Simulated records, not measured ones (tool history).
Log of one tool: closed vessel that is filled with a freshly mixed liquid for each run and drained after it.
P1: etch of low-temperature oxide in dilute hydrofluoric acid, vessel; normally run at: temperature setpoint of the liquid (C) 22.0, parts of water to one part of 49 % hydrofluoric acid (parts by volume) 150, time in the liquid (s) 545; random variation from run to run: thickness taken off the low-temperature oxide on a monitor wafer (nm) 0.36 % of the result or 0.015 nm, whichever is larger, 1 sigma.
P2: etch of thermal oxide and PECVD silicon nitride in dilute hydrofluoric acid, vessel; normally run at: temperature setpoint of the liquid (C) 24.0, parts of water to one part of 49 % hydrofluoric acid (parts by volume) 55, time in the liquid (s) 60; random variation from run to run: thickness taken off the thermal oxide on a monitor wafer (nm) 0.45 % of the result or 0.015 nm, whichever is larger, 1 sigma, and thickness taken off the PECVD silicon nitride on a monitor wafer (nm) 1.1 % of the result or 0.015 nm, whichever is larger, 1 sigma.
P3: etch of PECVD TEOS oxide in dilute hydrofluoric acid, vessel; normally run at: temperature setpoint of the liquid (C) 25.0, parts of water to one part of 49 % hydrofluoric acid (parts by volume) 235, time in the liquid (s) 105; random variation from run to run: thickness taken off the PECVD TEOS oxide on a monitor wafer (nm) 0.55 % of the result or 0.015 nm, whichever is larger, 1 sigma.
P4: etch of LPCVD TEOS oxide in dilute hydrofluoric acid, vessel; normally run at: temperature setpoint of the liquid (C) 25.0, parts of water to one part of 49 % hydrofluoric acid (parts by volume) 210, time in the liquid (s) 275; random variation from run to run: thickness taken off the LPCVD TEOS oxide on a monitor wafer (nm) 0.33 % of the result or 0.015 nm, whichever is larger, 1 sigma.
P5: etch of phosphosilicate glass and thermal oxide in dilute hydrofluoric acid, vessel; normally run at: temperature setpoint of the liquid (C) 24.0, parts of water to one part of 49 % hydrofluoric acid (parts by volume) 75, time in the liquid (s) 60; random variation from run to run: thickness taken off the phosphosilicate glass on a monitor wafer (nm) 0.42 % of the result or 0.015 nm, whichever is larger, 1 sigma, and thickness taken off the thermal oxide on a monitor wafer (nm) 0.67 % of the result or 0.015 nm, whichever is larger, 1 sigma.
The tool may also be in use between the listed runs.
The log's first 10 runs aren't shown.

run	day	process that ran	temperature setpoint of the liquid (C)	parts of water to one part of 49 % hydrofluoric acid (parts by volume)	time in the liquid (s)	hours since the thermometer was replaced	hours since the hydrofluoric acid flow meter was replaced	thickness taken off the low-temperature oxide on a monitor wafer (nm)	thickness taken off the PECVD TEOS oxide on a monitor wafer (nm)	thickness taken off the thermal oxide on a monitor wafer (nm)	thickness taken off the PECVD silicon nitride on a monitor wafer (nm)	thickness taken off the phosphosilicate glass on a monitor wafer (nm)	thickness taken off the LPCVD TEOS oxide on a monitor wafer (nm)
11	2.729	P1	22.0	150	255	1327.7	419.7	25.753					
12	3.050	P5	24.0	115	60	1335.4	427.4			2.3697		61.178	
13	3.346	P2	24.0	55	115	1342.5	434.5			10.4160	4.4442		
14	3.529	P1	22.0	250	545	1346.9	438.9	30.057					
15	3.858	P2	17.0	55	60	1354.8	446.8			4.0533	1.4494		
16	4.083	P1	22.0	150	545	1360.2	452.2	55.463					
17	4.429	P4	25.0	210	405	1368.5	460.5						58.508
18	4.729	P4	25.0	210	275	1375.7	467.7						40.148
19	4.971	P1	29.0	45	545	1381.5	473.5	275.370					
20	5.333	P1	22.0	150	1015	1390.2	482.2	102.710					
21	5.675	P5	31.5	75	60	1398.4	490.4			5.1313		132.930	
22	5.942	P1	22.0	80	545	1404.8	496.8	111.960					
23	6.267	P5	24.0	75	60	1412.6	504.6			3.7632		98.852	
24	6.621	P2	24.0	100	60	1421.1	513.1			2.8206	1.3436		
25	6.804	P4	18.5	210	275	1425.5	517.5						31.370
26	7.150	P1	25.5	150	960	1433.8	525.8	110.770					
27	7.375	P4	25.0	335	275	1439.2	531.2						22.157
# day 7.708: hydrofluoric acid flow meter replaced
28	7.733	P2	24.0	55	60	1447.8	0.7			5.4451	2.3057		
29	7.971	P1	22.0	150	545	1453.5	6.4	55.096					
30	8.283	P1	22.0	150	545	1461.0	13.9	55.330					
31	8.517	P3	17.0	235	105	1466.6	19.5		5.6978				
32	8.779	P1	22.0	150	545	1472.9	25.8	54.948					
33	8.942	P1	22.0	150	545	1476.8	29.7	54.322					
34	9.112	P1	22.0	150	545	1480.9	33.8	53.449					
35	9.329	P1	22.0	150	545	1486.1	39.0	52.927					

Forecast run 36:
36	9.592	P1	22.0	150	545	1492.4	45.3	?					

thickness taken off the low-temperature oxide on a monitor wafer (nm): 52.215

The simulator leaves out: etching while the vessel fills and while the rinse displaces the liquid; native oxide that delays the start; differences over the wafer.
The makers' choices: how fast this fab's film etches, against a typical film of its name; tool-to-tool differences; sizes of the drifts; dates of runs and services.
